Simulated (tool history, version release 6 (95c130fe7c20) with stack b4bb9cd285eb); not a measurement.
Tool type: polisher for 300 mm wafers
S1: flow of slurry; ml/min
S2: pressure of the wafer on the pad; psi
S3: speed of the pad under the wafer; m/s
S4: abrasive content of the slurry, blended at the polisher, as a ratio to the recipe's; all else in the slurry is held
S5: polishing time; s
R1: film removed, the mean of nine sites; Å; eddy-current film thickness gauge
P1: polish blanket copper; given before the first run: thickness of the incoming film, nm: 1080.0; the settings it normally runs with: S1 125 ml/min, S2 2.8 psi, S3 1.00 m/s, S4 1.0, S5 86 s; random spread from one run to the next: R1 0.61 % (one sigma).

{"run": 1, "day": 0.292, "S1": 125, "S2": 2.8, "S3": 1.0, "S4": 1.0, "S5": 86, "R1": 2677.2}
{"run": 2, "day": 0.604, "S1": 125, "S2": 2.8, "S3": 1.0, "S4": 1.4, "S5": 121, "R1": 4060.8}
{"run": 3, "day": 0.783, "S1": 125, "S2": 2.8, "S3": 1.52, "S4": 1.0, "S5": 86, "R1": 4069.8}
{"run": 4, "day": 0.942, "S1": 125, "S2": 2.8, "S3": 1.0, "S4": 0.6, "S5": 86, "R1": 2392.0}
{"run": 5, "day": 1.1, "S1": 125, "S2": 2.8, "S3": 1.0, "S4": 1.0, "S5": 86, "R1": 2636.7}
{"run": 6, "day": 1.317, "S1": 125, "S2": 1.5, "S3": 1.0, "S4": 1.0, "S5": 86, "R1": 1423.0}
{"run": 7, "day": 1.521, "S1": 75, "S2": 2.8, "S3": 1.0, "S4": 1.0, "S5": 86, "R1": 2344.6}
{"run": 8, "day": 1.829, "S1": 125, "S2": 3.7, "S3": 1.0, "S4": 1.0, "S5": 86, "R1": 3545.3}
{"run": 9, "day": 2.008, "S1": 125, "S2": 2.8, "S3": 1.0, "S4": 1.0, "S5": 43, "R1": 1344.2}
{"run": 10, "day": 2.258, "S1": 125, "S2": 2.8, "S3": 1.0, "S4": 1.0, "S5": 86, "R1": 2674.2}
{"run": 11, "day": 2.529, "S1": 170, "S2": 2.8, "S3": 1.24, "S4": 1.0, "S5": 86, "R1": 3527.5}
{"day": 2.754, "done": "slurry nozzle cleaned"}
{"run": 12, "day": 2.758, "S1": 125, "S2": 2.8, "S3": 1.0, "S4": 1.0, "S5": 86, "R1": 2699.6}
{"run": 13, "day": 2.912, "S1": 125, "S2": 2.8, "S3": 1.0, "S4": 1.0, "S5": 86, "R1": 2644.4}
{"run": 14, "day": 3.079, "S1": 125, "S2": 2.8, "S3": 0.72, "S4": 1.0, "S5": 86, "R1": 1920.6}
{"run": 15, "day": 3.292, "S1": 125, "S2": 2.8, "S3": 1.0, "S4": 1.0, "S5": 86, "R1": 2667.3}
{"run": 16, "day": 3.583, "S1": 125, "S2": 2.8, "S3": 1.0, "S4": 1.0, "S5": 129, "R1": 3991.8}
{"run": 17, "day": 3.792, "S1": 125, "S2": 2.8, "S3": 1.0, "S4": 1.3, "S5": 86, "R1": 2814.3}
{"run": 18, "day": 4.033, "S1": 195, "S2": 2.8, "S3": 1.0, "S4": 1.0, "S5": 86, "R1": 2889.7}
{"run": 19, "day": 4.342, "S1": 125, "S2": 2.8, "S3": 0.68, "S4": 1.0, "S5": 130, "R1": 2725.1}
{"run": 20, "day": 4.596, "S1": 125, "S2": 2.8, "S3": 1.0, "S4": 1.0, "S5": 86, "R1": 2661.5}
{"run": 21, "day": 4.875, "S1": 125, "S2": 2.8, "S3": 1.0, "S4": 1.0, "S5": 86, "R1": 2680.4}
{"run": 22, "day": 5.075, "S1": 125, "S2": 2.8, "S3": 1.0, "S4": 1.0, "S5": 86, "R1": 2586.0}
{"run": 23, "day": 5.388, "S1": 125, "S2": 2.8, "S3": 1.0, "S4": 1.0, "S5": 86, "R1": 2563.0}
{"run": 24, "day": 5.679, "S1": 125, "S2": 2.8, "S3": 1.0, "S4": 1.0, "S5": 86, "R1": 2483.7}
{"run": 25, "day": 5.879, "S1": 125, "S2": 2.8, "S3": 1.0, "S4": 1.0, "S5": 86, "R1": 2483.3}
{"day": 5.983, "done": "worn pad replaced by a new one"}
{"run": 26, "day": 6.046, "S1": 125, "S2": 2.8, "S3": 1.0, "S4": 1.0, "S5": 86, "R1": 2494.0}
{"run": 27, "day": 6.208, "S1": 125, "S2": 2.8, "S3": 1.0, "S4": 1.0, "S5": 86, "R1": 2474.0}
{"day": 6.229, "done": "head pressure recalibrated"}
{"run": 28, "day": 6.421, "S1": 125, "S2": 2.8, "S3": 1.0, "S4": 1.0, "S5": 86, "R1": 2440.2}
{"run": 29, "day": 6.604, "S1": 125, "S2": 2.8, "S3": 1.0, "S4": 1.0, "S5": 86, "R1": 2428.7}
{"run": 30, "day": 6.754, "S1": 125, "S2": 2.8, "S3": 1.0, "S4": 1.0, "S5": 86, "R1": 2450.0}

The output of P1 has drifted from where it used to be. Each of the 2 causes below, taken at the size shown beside it, accounts for the log equally well:
A: abrasive missing from the slurry, % = 34.1
B: slurry flow missing at the pad, % = 30.4
The creep began at about day 4.875.
Each remaining cause and why it is not a fit:
removal rate lost through wear of the pad, %: serviced at day 5.983, after the change had begun; the process did not return to its earlier output
head's pressure below its setpoint, %: serviced at day 6.229, after the change had begun; the process did not return to its earlier output

Consider the 4 check runs below, whose results appear as question marks and each of which averages 3 wafers. Which one distinguishes the causes, in that each cause would give it a clearly different result?
{"run": "check 1", "day": 6.904, "S1": 90, "S2": 2.8, "S3": 1.0, "S4": 1.0, "S5": 86, "R1": "?"}
{"run": "check 2", "day": 6.904, "S1": 125, "S2": 2.8, "S3": 1.0, "S4": 1.2, "S5": 86, "R1": "?"}
{"run": "check 3", "day": 6.904, "S1": 125, "S2": 2.8, "S3": 0.78, "S4": 1.0, "S5": 86, "R1": "?"}
{"run": "check 4", "day": 6.904, "S1": 125, "S2": 2.8, "S3": 0.74, "S4": 1.0, "S5": 86, "R1": "?"}

Outcome of each check run for each possible cause:
check=check_1 result=R1 if_A=2265.0 if_B=2201.1
check=check_2 result=R1 if_A=2541.9 if_B=2546.7
check=check_3 result=R1 if_A=1909.6 if_B=1909.5
check=check_4 result=R1 if_A=1811.7 if_B=1811.6
How far apart the two closest causes lie, in the result that separates them most: check 1 2.86 %; check 2 0.19 %; check 3 0 %; check 4 0 %
The causes can be told apart only by check 1. The other checks would give nearly the same results under each of them.

Check 1 was then run and gave: R1 2197.6 Å. Which cause is it?

B is the cause: slurry flow missing at the pad, %.

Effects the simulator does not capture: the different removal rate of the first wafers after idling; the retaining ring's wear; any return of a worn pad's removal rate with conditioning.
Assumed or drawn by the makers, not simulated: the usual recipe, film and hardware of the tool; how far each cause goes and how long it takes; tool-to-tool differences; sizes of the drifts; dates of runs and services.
